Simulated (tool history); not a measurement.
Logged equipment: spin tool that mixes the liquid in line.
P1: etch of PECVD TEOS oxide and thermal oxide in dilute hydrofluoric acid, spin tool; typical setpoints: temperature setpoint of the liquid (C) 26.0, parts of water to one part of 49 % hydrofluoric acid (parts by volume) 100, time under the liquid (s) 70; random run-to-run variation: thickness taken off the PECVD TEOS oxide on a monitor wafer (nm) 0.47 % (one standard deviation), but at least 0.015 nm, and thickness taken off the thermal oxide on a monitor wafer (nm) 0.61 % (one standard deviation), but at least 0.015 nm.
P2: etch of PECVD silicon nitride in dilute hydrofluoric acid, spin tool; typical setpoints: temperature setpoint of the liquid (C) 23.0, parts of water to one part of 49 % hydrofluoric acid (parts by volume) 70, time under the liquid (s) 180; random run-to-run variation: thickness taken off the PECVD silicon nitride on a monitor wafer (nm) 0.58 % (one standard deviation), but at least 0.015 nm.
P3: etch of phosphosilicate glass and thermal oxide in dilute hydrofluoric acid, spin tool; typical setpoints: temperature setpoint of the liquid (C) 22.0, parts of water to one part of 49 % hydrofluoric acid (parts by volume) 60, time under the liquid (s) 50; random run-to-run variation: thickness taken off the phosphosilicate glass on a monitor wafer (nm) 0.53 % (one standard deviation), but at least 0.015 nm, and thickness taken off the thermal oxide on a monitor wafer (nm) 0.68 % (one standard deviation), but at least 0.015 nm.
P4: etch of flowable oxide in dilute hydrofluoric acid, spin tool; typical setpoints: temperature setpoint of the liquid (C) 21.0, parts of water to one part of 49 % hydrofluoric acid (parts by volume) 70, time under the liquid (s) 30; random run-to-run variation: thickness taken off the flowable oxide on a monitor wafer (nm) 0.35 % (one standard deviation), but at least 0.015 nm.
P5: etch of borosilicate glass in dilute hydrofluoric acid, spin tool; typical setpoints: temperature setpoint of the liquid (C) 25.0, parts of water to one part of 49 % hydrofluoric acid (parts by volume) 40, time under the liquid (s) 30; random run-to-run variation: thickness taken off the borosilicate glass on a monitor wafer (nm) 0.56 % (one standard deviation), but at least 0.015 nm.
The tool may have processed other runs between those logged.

run   hour  process that ran  temperature setpoint of the liquid (C)  parts of water to one part of 49 % hydrofluoric acid (parts by volume)  time under the liquid (s)  hours since the thermometer was replaced  hours since the hydrofluoric acid flow meter was replaced  thickness taken off the PECVD TEOS oxide on a monitor wafer (nm)  thickness taken off the thermal oxide on a monitor wafer (nm)  thickness taken off the flowable oxide on a monitor wafer (nm)  thickness taken off the borosilicate glass on a monitor wafer (nm)  thickness taken off the PECVD silicon nitride on a monitor wafer (nm)  thickness taken off the phosphosilicate glass on a monitor wafer (nm)
  1    8.7                P1                                    26.0                                                                     100                         70                                    1535.3                                                      383.5                                                           18.1490                                                        3.39850
  2   19.5                P1                                    26.0                                                                     100                        100                                    1546.1                                                      394.3                                                           25.9200                                                        4.87340
  3   27.7                P4                                    21.0                                                                      70                         30                                    1554.3                                                      402.5                                                                                                                                                                                          12.4480
  4   39.6                P1                                    26.0                                                                     100                         70                                    1566.2                                                      414.4                                                           18.2090                                                        3.44050
  5   52.4                P5                                    25.0                                                                      20                         30                                    1579.0                                                      427.2                                                                                                                                                                                                                                                               85.106
  6   64.2                P2                                    23.0                                                                      70                        180                                    1590.8                                                      439.0                                                                                                                                                                                                                                                                                                                                      5.9003
  7   79.0                P4                                    17.0                                                                      70                         30                                    1605.6                                                      453.8                                                                                                                                                                                          10.4840
  8   89.7                P4                                    21.0                                                                      70                         45                                    1616.3                                                      464.5                                                                                                                                                                                          18.6320
  9   97.8                P1                                    33.0                                                                     100                         70                                    1624.4                                                      472.6                                                           23.7480                                                        4.51940
 10  105.8                P5                                    25.0                                                                      40                         30                                    1632.4                                                      480.6                                                                                                                                                                                                                                                               41.339
 11  118.4                P4                                    21.0                                                                     110                         30                                    1645.0                                                      493.2                                                                                                                                                                                           7.5233
 12  130.5                P2                                    23.0                                                                      95                        180                                    1657.1                                                      505.3                                                                                                                                                                                                                                                                                                                                      4.4156
 13  141.2                P2                                    23.0                                                                      70                         50                                    1667.8                                                      516.0                                                                                                                                                                                                                                                                                                                                      1.6631
 14  153.7                P1                                    21.5                                                                     100                         70                                    1680.3                                                      528.5                                                           15.2230                                                        2.86500
 15  165.8                P2                                    19.5                                                                      70                        180                                    1692.4                                                      540.6                                                                                                                                                                                                                                                                                                                                      4.6094
 16  172.4                P1                                    26.0                                                                     100                         70                                    1699.0                                                      547.2                                                           18.1840                                                        3.43990
 17  181.2                P1                                    26.0                                                                     155                         70                                    1707.8                                                      556.0                                                           10.8330                                                        2.08070
 18  190.6                P1                                    26.0                                                                     100                         30                                    1717.2                                                      565.4                                                            7.6853                                                        1.46570
 19  200.2                P1                                    26.0                                                                      25                         70                                    1726.8                                                      575.0                                                           79.5090                                                       15.22300
 20  211.2                P1                                    26.0                                                                     100                         70                                    1737.8                                                      586.0                                                           17.9610                                                        3.39110
 21  221.2                P5                                    18.5                                                                      40                         30                                    1747.8                                                      596.0                                                                                                                                                                                                                                                               31.516
 22  228.9                P4                                    21.0                                                                      70                         30                                    1755.5                                                      603.7                                                                                                                                                                                          12.4930
 23  237.1                P3                                    26.5                                                                      60                         50                                    1763.7                                                      611.9                                                                                                                          4.61890                                                                                                                                                                                                                                                                            57.699
 24  248.8                P3                                    22.0                                                                      60                         20                                    1775.4                                                      623.6                                                                                                                          1.57540                                                                                                                                                                                                                                                                            19.349
 25  262.1                P1                                    26.0                                                                     100                         70                                    1788.7                                                      636.9                                                           18.0320                                                        3.45620
 26  273.8                P3                                    22.0                                                                      30                         50                                    1800.4                                                      648.6                                                                                                                          8.00120                                                                                                                                                                                                                                                                            99.227
 27  287.7                P5                                    25.0                                                                      40                         15                                    1814.3                                                      662.5                                                                                                                                                                                                                                                               20.636
 28  300.7                P2                                    23.0                                                                      70                        180                                    1827.3                                                      675.5                                                                                                                                                                                                                                                                                                                                      5.8863
 29  310.2                P1                                    26.0                                                                     165                         15                                    1836.8                                                      685.0                                                            2.1411                                                        0.41279
 30  325.0                P3                                    22.0                                                                      60                         50                                    1851.6                                                      699.8                                                                                                                          3.88690                                                                                                                                                                                                                                                                            48.537
 31  337.3                P1                                    26.0                                                                     100                         70                                    1863.9                                                      712.1                                                           18.0710                                                        3.44370
 32  344.7                P1                                    26.0                                                                     100                         70                                    1871.3                                                      719.5                                                           17.7520                                                        3.40200
 33  352.7                P1                                    26.0                                                                     100                         70                                    1879.3                                                      727.5                                                           17.3520                                                        3.28230
 34  361.0                P1                                    26.0                                                                     100                         70                                    1887.6                                                      735.8                                                           17.3000                                                        3.29540
 35  373.3                P1                                    26.0                                                                     100                         70                                    1899.9                                                      748.1                                                           17.2050                                                        3.30960
 36  386.3                P1                                    26.0                                                                     100                         70                                    1912.9                                                      761.1                                                           17.1570                                                        3.27370
 37  395.0                P1                                    26.0                                                                     100                         70                                    1921.6                                                      769.8                                                           17.0220                                                        3.26970

Something has made what P1 gives creep away from where it was; the 2 causes below, each at its own stated size, fit the log equally well:
A: hydrofluoric acid flow below the setpoint (%) = 4.86
B: liquid colder than its thermometer reads (K) = 1.44
Onset of the creep was near hour 337.3.

4 check runs are offered, one wafer each, their results left as question marks. Which one tells the causes apart?
check 1  403.7                P3                                    22.0                                                                      60                         50                                                                                                                                                                                                                                     ?                                                                                                                                                                                                                                                                                 ?
check 2  403.7                P2                                    23.0                                                                      70                        180                                                                                                                                                                                                                                                                                                                                                                                                                                                ?
check 3  403.7                P4                                    21.0                                                                      70                         30                                                                                                                                                                                                                                                                                                     ?
check 4  403.7                P5                                    25.0                                                                      40                         30                                                                                                                                                                                                                                                                                                                                                                         ?

Check results expected under each cause:
  check                                                                 result     if A     if B
check 1          thickness taken off the thermal oxide on a monitor wafer (nm)  3.66280  3.63890
check 1  thickness taken off the phosphosilicate glass on a monitor wafer (nm)   45.589   45.290
check 2  thickness taken off the PECVD silicon nitride on a monitor wafer (nm)   5.6253   5.3589
check 3         thickness taken off the flowable oxide on a monitor wafer (nm)  11.7650  11.6940
check 4     thickness taken off the borosilicate glass on a monitor wafer (nm)   39.099   38.824
Per-check spread between the two closest causes, in the result where they differ most: check 1 0.66 %; check 2 4.85 %; check 3 0.6 %; check 4 0.71 %
Of the check runs offered, only check 2 discriminates between the causes; the rest would read about the same regardless of which cause applies.

The results of check 2 are: thickness taken off the PECVD silicon nitride on a monitor wafer (nm) 5.6849. Based on these, which of the listed causes is it?

A is the cause: hydrofluoric acid flow below the setpoint (%).
